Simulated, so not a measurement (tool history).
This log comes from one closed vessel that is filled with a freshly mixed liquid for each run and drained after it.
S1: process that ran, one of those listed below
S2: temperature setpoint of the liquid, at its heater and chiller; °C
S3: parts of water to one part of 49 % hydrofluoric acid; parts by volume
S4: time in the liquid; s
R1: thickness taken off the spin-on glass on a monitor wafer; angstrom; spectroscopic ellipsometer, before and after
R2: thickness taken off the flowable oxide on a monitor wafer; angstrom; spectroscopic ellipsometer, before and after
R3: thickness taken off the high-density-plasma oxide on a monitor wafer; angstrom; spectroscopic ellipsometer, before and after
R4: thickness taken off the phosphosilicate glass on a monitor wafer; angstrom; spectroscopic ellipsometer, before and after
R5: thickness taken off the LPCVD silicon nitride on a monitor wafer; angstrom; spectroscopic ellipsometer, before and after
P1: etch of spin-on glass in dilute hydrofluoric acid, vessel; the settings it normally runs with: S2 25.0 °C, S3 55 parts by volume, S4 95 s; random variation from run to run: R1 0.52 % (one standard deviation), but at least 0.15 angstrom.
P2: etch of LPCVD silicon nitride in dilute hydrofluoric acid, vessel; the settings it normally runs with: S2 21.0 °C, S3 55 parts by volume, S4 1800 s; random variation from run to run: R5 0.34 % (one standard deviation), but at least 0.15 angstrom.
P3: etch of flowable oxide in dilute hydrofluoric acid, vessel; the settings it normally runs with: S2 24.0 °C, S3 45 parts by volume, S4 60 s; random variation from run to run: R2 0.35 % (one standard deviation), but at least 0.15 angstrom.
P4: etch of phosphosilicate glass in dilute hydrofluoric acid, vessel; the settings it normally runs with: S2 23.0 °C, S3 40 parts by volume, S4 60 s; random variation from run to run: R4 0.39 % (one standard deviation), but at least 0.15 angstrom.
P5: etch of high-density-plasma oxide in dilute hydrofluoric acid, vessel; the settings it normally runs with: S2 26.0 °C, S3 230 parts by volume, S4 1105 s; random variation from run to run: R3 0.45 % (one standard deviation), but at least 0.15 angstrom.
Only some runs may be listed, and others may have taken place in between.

{"run": 1, "hour": 8.3, "S1": "P1", "S2": 25.0, "S3": 55, "S4": 95, "R1": 534.41}
{"run": 2, "hour": 19.0, "S1": "P3", "S2": 24.0, "S3": 45, "S4": 60, "R2": 414.94}
{"run": 3, "hour": 26.2, "S1": "P5", "S2": 26.0, "S3": 45, "S4": 1105, "R3": 1521.5}
{"run": 4, "hour": 33.0, "S1": "P4", "S2": 23.0, "S3": 60, "S4": 60, "R4": 803.84}
{"run": 5, "hour": 42.8, "S1": "P1", "S2": 32.5, "S3": 55, "S4": 95, "R1": 715.64}
{"run": 6, "hour": 49.5, "S1": "P2", "S2": 21.0, "S3": 20, "S4": 1800, "R5": 331.6}
{"run": 7, "hour": 55.7, "S1": "P1", "S2": 25.0, "S3": 55, "S4": 95, "R1": 534.75}
{"run": 8, "hour": 68.6, "S1": "P2", "S2": 17.0, "S3": 55, "S4": 1800, "R5": 94.713}
{"run": 9, "hour": 76.8, "S1": "P2", "S2": 21.0, "S3": 55, "S4": 750, "R5": 52.23}
{"run": 10, "hour": 86.0, "S1": "P5", "S2": 33.5, "S3": 230, "S4": 1105, "R3": 309.35}
{"run": 11, "hour": 95.0, "S1": "P4", "S2": 31.0, "S3": 40, "S4": 60, "R4": 1713.7}
{"run": 12, "hour": 103.2, "S1": "P1", "S2": 25.0, "S3": 55, "S4": 95, "R1": 534.24}
{"run": 13, "hour": 115.2, "S1": "P1", "S2": 25.0, "S3": 55, "S4": 95, "R1": 536.6}
{"run": 14, "hour": 127.2, "S1": "P5", "S2": 26.0, "S3": 230, "S4": 1105, "R3": 238.35}
{"run": 15, "hour": 133.4, "S1": "P1", "S2": 25.0, "S3": 20, "S4": 95, "R1": 1555.0}
{"run": 16, "hour": 140.2, "S1": "P2", "S2": 21.0, "S3": 55, "S4": 1800, "R5": 124.47}
{"run": 17, "hour": 146.9, "S1": "P5", "S2": 26.0, "S3": 230, "S4": 1855, "R3": 398.12}
{"run": 18, "hour": 154.1, "S1": "P1", "S2": 25.0, "S3": 55, "S4": 95, "R1": 539.56}
{"run": 19, "hour": 165.1, "S1": "P1", "S2": 25.0, "S3": 55, "S4": 175, "R1": 987.7}
{"run": 20, "hour": 177.6, "S1": "P1", "S2": 20.5, "S3": 55, "S4": 95, "R1": 443.59}
{"run": 21, "hour": 185.2, "S1": "P1", "S2": 25.0, "S3": 55, "S4": 30, "R1": 169.97}
{"run": 22, "hour": 194.4, "S1": "P1", "S2": 19.0, "S3": 55, "S4": 175, "R1": 774.63}
{"run": 23, "hour": 201.6, "S1": "P1", "S2": 25.0, "S3": 90, "S4": 95, "R1": 313.48}
{"run": 24, "hour": 210.9, "S1": "P4", "S2": 23.0, "S3": 40, "S4": 60, "R4": 1231.2}
{"run": 25, "hour": 223.8, "S1": "P4", "S2": 23.0, "S3": 40, "S4": 30, "R4": 615.06}

For run 26, what comes out?
{"run": 26, "hour": 235.8, "S1": "P3", "S2": 24.0, "S3": 20, "S4": 60, "R2": "?"}

Run 26 yielded R2 967.47 angstrom.
